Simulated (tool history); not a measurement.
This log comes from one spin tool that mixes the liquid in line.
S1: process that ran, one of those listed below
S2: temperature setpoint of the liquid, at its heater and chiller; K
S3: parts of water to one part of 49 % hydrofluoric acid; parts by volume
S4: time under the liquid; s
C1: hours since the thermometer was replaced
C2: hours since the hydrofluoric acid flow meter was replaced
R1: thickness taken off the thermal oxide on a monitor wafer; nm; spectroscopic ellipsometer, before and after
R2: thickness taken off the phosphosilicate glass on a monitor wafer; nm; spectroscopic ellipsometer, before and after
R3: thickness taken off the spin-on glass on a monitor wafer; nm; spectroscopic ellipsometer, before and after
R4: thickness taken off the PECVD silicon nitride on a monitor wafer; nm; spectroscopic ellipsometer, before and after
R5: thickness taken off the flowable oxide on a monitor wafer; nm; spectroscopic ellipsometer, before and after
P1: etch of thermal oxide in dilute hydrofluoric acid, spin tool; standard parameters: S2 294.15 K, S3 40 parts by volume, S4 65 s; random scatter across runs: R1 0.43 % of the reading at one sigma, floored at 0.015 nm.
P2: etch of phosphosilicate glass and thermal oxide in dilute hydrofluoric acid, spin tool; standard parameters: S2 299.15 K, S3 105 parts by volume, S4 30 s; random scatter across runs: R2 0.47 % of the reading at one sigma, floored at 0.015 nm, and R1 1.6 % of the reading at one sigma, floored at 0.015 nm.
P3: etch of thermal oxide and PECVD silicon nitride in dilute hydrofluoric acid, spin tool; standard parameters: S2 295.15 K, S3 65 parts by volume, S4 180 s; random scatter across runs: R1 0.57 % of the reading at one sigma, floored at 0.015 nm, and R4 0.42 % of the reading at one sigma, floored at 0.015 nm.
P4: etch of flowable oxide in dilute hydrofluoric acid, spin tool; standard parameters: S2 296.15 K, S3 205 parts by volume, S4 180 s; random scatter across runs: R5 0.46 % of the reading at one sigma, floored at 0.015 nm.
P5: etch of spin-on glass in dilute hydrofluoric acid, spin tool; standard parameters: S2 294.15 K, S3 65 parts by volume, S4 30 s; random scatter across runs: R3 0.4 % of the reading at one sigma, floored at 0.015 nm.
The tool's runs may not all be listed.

run,hour,S1,S2,S3,S4,C1,C2,R1,R2,R3,R4,R5
1,12.8,P1,294.15,40,65,363.4,160.7,7.029,,,,
2,23.6,P1,294.15,40,110,374.2,171.5,11.975,,,,
3,39.2,P1,294.15,55,65,389.8,187.1,5.043,,,,
4,48.8,P1,294.15,40,65,399.4,196.7,6.9927,,,,
5,63.3,P2,299.15,105,60,413.9,211.2,2.8087,119.6,,,
6,70.6,P2,290.65,105,30,421.2,218.5,1.0529,42.734,,,
7,82.2,P5,294.15,65,30,432.8,230.1,,,15.774,,
8,89.9,P1,294.15,40,25,440.5,237.8,2.6851,,,,
9,100.2,P3,295.15,65,180,450.8,248.1,12.541,,,9.9684,
10,109.6,P4,300.65,205,180,460.2,257.5,,,,,31.803
11,122.9,P4,296.15,205,180,473.5,270.8,,,,,26.966
12,130.7,P1,294.15,20,65,481.3,278.6,14.491,,,,
13,139.1,P4,296.15,55,180,489.7,287,,,,,119.22
14,149.7,P5,294.15,20,30,500.3,297.6,,,54.941,,
15,157.1,P4,296.15,205,180,507.7,305,,,,,26.758
16,169.3,P4,296.15,205,15,519.9,317.2,,,,,2.2434
17,183.4,P5,300.65,65,30,534,331.3,,,20.642,,
18,194.5,P1,290.15,40,110,545.1,342.4,9.9713,,,,
19,203.2,P1,290.15,40,65,553.8,351.1,5.9708,,,,
20,215.2,P2,299.15,65,30,565.8,363.1,2.4017,103.77,,,
21,224.2,P2,299.15,105,30,574.8,372.1,1.4498,59.951,,,
22,231.4,P1,294.15,40,65,582,379.3,7.0418,,,,

Run 23 has not been measured yet. What should we expect?
23,239.5,P2,299.15,105,30,590.1,387.4,?,?,,,

Run 23 gave R1 1.3929 nm, R2 59.769 nm.
